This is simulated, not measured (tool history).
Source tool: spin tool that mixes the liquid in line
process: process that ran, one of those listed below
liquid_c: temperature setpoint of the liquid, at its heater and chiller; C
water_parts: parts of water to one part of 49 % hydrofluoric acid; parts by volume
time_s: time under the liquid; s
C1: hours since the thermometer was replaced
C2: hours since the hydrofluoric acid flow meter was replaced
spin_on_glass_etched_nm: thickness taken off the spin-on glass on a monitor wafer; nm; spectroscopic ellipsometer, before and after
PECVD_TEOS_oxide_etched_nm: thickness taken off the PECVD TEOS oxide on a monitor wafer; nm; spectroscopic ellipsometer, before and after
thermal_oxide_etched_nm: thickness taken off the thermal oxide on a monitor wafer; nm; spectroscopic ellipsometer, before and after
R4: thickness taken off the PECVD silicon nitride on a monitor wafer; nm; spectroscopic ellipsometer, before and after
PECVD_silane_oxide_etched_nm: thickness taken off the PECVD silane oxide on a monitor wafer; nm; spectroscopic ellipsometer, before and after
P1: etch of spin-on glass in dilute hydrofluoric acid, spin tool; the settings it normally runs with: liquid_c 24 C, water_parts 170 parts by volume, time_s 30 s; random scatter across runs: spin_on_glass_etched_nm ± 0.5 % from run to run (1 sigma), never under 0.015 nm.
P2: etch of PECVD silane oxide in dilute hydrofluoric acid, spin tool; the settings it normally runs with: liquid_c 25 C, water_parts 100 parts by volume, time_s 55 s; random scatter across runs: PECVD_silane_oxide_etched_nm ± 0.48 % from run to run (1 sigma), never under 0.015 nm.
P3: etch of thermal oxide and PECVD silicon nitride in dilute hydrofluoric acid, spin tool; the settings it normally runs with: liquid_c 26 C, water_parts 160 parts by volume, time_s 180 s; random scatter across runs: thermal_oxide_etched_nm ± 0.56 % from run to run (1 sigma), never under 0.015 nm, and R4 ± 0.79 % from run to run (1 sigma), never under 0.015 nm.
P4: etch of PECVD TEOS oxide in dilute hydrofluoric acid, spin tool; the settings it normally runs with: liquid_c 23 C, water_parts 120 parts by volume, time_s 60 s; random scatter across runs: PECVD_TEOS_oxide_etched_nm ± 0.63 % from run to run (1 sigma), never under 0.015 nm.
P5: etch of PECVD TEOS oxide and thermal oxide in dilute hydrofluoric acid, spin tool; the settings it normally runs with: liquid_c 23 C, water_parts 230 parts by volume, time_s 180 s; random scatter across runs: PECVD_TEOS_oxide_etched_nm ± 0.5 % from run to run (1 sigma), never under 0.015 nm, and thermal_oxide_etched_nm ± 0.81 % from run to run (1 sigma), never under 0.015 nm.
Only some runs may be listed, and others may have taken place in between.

Run 1, day 0.392: process P1, liquid_c 24 C, water_parts 170 parts by volume, time_s 30 s; C1 488.6; C2 258.1. Result: spin_on_glass_etched_nm 11.307 nm.
Run 2, day 0.95: process P1, liquid_c 24 C, water_parts 170 parts by volume, time_s 30 s; C1 502; C2 271.5. Result: spin_on_glass_etched_nm 11.315 nm.
Run 3, day 1.258: process P5, liquid_c 19 C, water_parts 230 parts by volume, time_s 180 s; C1 509.4; C2 278.9. Result: PECVD_TEOS_oxide_etched_nm 16.422 nm, thermal_oxide_etched_nm 2.5908 nm.
Run 4, day 1.642: process P1, liquid_c 24 C, water_parts 230 parts by volume, time_s 45 s; C1 518.6; C2 288.1. Result: spin_on_glass_etched_nm 11.7 nm.
Run 5, day 2.125: process P1, liquid_c 31 C, water_parts 170 parts by volume, time_s 30 s; C1 530.2; C2 299.7. Result: spin_on_glass_etched_nm 14.585 nm.
Run 6, day 2.529: process P4, liquid_c 23 C, water_parts 45 parts by volume, time_s 60 s; C1 539.9; C2 309.4. Result: PECVD_TEOS_oxide_etched_nm 12.625 nm.
Run 7, day 2.888: process P4, liquid_c 17 C, water_parts 120 parts by volume, time_s 60 s; C1 548.5; C2 318. Result: PECVD_TEOS_oxide_etched_nm 3.3999 nm.
Run 8, day 3.412: process P3, liquid_c 20.5 C, water_parts 160 parts by volume, time_s 180 s; C1 561.1; C2 330.6. Result: thermal_oxide_etched_nm 3.9512 nm, R4 1.9038 nm.
Run 9, day 4.017: process P5, liquid_c 23 C, water_parts 230 parts by volume, time_s 180 s; C1 575.6; C2 345.1. Result: PECVD_TEOS_oxide_etched_nm 18.923 nm, thermal_oxide_etched_nm 3.0069 nm.
Run 10, day 4.354: process P1, liquid_c 24 C, water_parts 270 parts by volume, time_s 30 s; C1 583.7; C2 353.2. Result: spin_on_glass_etched_nm 6.4126 nm.
Run 11, day 4.958: process P3, liquid_c 26 C, water_parts 160 parts by volume, time_s 180 s; C1 598.2; C2 367.7. Result: thermal_oxide_etched_nm 4.9357 nm, R4 2.7444 nm.
Run 12, day 5.421: process P1, liquid_c 24 C, water_parts 170 parts by volume, time_s 30 s; C1 609.3; C2 378.8. Result: spin_on_glass_etched_nm 11.336 nm.
Run 13, day 5.729: process P2, liquid_c 29 C, water_parts 100 parts by volume, time_s 55 s; C1 616.7; C2 386.2. Result: PECVD_silane_oxide_etched_nm 20.08 nm.
Run 14, day 6.062: process P1, liquid_c 24 C, water_parts 170 parts by volume, time_s 15 s; C1 624.7; C2 394.2. Result: spin_on_glass_etched_nm 5.636 nm.
Run 15, day 6.475: process P1, liquid_c 24 C, water_parts 170 parts by volume, time_s 30 s; C1 634.6; C2 404.1. Result: spin_on_glass_etched_nm 11.342 nm.
Run 16, day 6.921: process P2, liquid_c 25 C, water_parts 100 parts by volume, time_s 55 s; C1 645.3; C2 414.8. Result: PECVD_silane_oxide_etched_nm 17.175 nm.
Run 17, day 7.454: process P3, liquid_c 26 C, water_parts 160 parts by volume, time_s 15 s; C1 658.1; C2 427.6. Result: thermal_oxide_etched_nm 0.41226 nm, R4 0.23564 nm.
Run 18, day 7.983: process P5, liquid_c 23 C, water_parts 230 parts by volume, time_s 40 s; C1 670.8; C2 440.3. Result: PECVD_TEOS_oxide_etched_nm 4.2208 nm, thermal_oxide_etched_nm 0.67712 nm.
Run 19, day 8.296: process P2, liquid_c 25 C, water_parts 25 parts by volume, time_s 55 s; C1 678.3; C2 447.8. Result: PECVD_silane_oxide_etched_nm 76.535 nm.
Run 20, day 8.567: process P4, liquid_c 23 C, water_parts 120 parts by volume, time_s 20 s; C1 684.8; C2 454.3. Result: PECVD_TEOS_oxide_etched_nm 1.4133 nm.
Run 21, day 9.167: process P3, liquid_c 26 C, water_parts 250 parts by volume, time_s 180 s; C1 699.2; C2 468.7. Result: thermal_oxide_etched_nm 2.8917 nm, R4 1.7396 nm.
Run 22, day 9.504: process P4, liquid_c 23 C, water_parts 120 parts by volume, time_s 60 s; C1 707.3; C2 476.8. Result: PECVD_TEOS_oxide_etched_nm 4.3014 nm.
Run 23, day 9.788: process P1, liquid_c 19.5 C, water_parts 170 parts by volume, time_s 30 s; C1 714.1; C2 483.6. Result: spin_on_glass_etched_nm 9.4767 nm.
Run 24, day 10.05: process P1, liquid_c 24 C, water_parts 170 parts by volume, time_s 50 s; C1 720.4; C2 489.9. Result: spin_on_glass_etched_nm 18.819 nm.
Run 25, day 10.421: process P1, liquid_c 27.5 C, water_parts 170 parts by volume, time_s 15 s; C1 729.3; C2 498.8. Result: spin_on_glass_etched_nm 6.4234 nm.
Run 26, day 10.758: process P2, liquid_c 25 C, water_parts 100 parts by volume, time_s 55 s; C1 737.4; C2 506.9. Result: PECVD_silane_oxide_etched_nm 17.357 nm.
Run 27, day 11.042: process P1, liquid_c 24 C, water_parts 85 parts by volume, time_s 30 s; C1 744.2; C2 513.7. Result: spin_on_glass_etched_nm 24.867 nm.
Run 28, day 11.471: process P1, liquid_c 24 C, water_parts 170 parts by volume, time_s 30 s; C1 754.5; C2 524. Result: spin_on_glass_etched_nm 11.322 nm.
Run 29, day 11.925: process P5, liquid_c 23 C, water_parts 100 parts by volume, time_s 180 s; C1 765.4; C2 534.9. Result: PECVD_TEOS_oxide_etched_nm 50.507 nm, thermal_oxide_etched_nm 7.8388 nm.
Run 30, day 12.496: process P2, liquid_c 25 C, water_parts 100 parts by volume, time_s 90 s; C1 779.1; C2 548.6. Result: PECVD_silane_oxide_etched_nm 28.141 nm.
Run 31, day 12.829: process P1, liquid_c 24 C, water_parts 170 parts by volume, time_s 30 s; C1 787.1; C2 556.6. Result: spin_on_glass_etched_nm 11.241 nm.
Run 32, day 13.104: process P5, liquid_c 23 C, water_parts 230 parts by volume, time_s 180 s; C1 793.7; C2 563.2. Result: PECVD_TEOS_oxide_etched_nm 18.807 nm, thermal_oxide_etched_nm 3.0473 nm.
Run 33, day 13.638: process P1, liquid_c 24 C, water_parts 170 parts by volume, time_s 30 s; C1 806.5; C2 576. Result: spin_on_glass_etched_nm 11.272 nm.
Run 34, day 13.958: process P1, liquid_c 24 C, water_parts 170 parts by volume, time_s 30 s; C1 814.2; C2 583.7. Result: spin_on_glass_etched_nm 11.499 nm.
Run 35, day 14.479: process P1, liquid_c 24 C, water_parts 170 parts by volume, time_s 30 s; C1 826.7; C2 596.2. Result: spin_on_glass_etched_nm 11.697 nm.
Run 36, day 14.954: process P1, liquid_c 24 C, water_parts 170 parts by volume, time_s 30 s; C1 838.1; C2 607.6. Result: spin_on_glass_etched_nm 11.841 nm.
Run 37, day 15.254: process P1, liquid_c 24 C, water_parts 170 parts by volume, time_s 30 s; C1 845.3; C2 614.8. Result: spin_on_glass_etched_nm 11.8 nm.
Run 38, day 15.817: process P1, liquid_c 24 C, water_parts 170 parts by volume, time_s 30 s; C1 858.8; C2 628.3. Result: spin_on_glass_etched_nm 11.883 nm.
Run 39, day 16.392: process P1, liquid_c 24 C, water_parts 170 parts by volume, time_s 30 s; C1 872.6; C2 642.1. Result: spin_on_glass_etched_nm 11.956 nm.
Run 40, day 16.958: process P1, liquid_c 24 C, water_parts 170 parts by volume, time_s 30 s; C1 886.2; C2 655.7. Result: spin_on_glass_etched_nm 11.837 nm.

The output of P1 has drifted from where it used to be. Each of the 2 causes below, taken at the size shown beside it, accounts for the log equally well:
A: liquid hotter than its thermometer reads (K) = 1.4
B: hydrofluoric acid flow above the setpoint (%) = 4.5
The onset of the drift is placed at about day 13.638.

4 check runs are offered, each on 3 wafers whose results are averaged, their results left as question marks. Which one tells the causes apart?
Run check 1, day 17.525: process P2, liquid_c 25 C, water_parts 100 parts by volume, time_s 55 s. Result: PECVD_silane_oxide_etched_nm ?.
Run check 2, day 17.525: process P5, liquid_c 23 C, water_parts 230 parts by volume, time_s 180 s. Result: PECVD_TEOS_oxide_etched_nm ?, thermal_oxide_etched_nm ?.
Run check 3, day 17.525: process P4, liquid_c 23 C, water_parts 120 parts by volume, time_s 60 s. Result: PECVD_TEOS_oxide_etched_nm ?.
Run check 4, day 17.525: process P3, liquid_c 26 C, water_parts 160 parts by volume, time_s 180 s. Result: thermal_oxide_etched_nm ?, R4 ?.

What every check run would give for each of its results, assuming each possible cause in turn:
  check                        result    if A    if B
check 1  PECVD_silane_oxide_etched_nm  18.185  18.092
check 2    PECVD_TEOS_oxide_etched_nm  19.876   19.94
check 2       thermal_oxide_etched_nm  3.1241  3.1341
check 3    PECVD_TEOS_oxide_etched_nm  4.5474  4.5259
check 4       thermal_oxide_etched_nm  5.1743  5.1769
check 4                            R4  2.9844  2.8562
Per-check spread between the two closest causes, in the result where they differ most: check 1 0.51 %; check 2 0.32 %; check 3 0.47 %; check 4 4.39 %
Check 4 is the one run that separates the causes; every other check would come out nearly the same whichever cause is at work.

Check 4 has now been run. It gave: thermal_oxide_etched_nm 5.1529 nm; R4 2.9714 nm. Which of the candidate causes is it?

Of the candidate causes, it is A: liquid hotter than its thermometer reads (K).
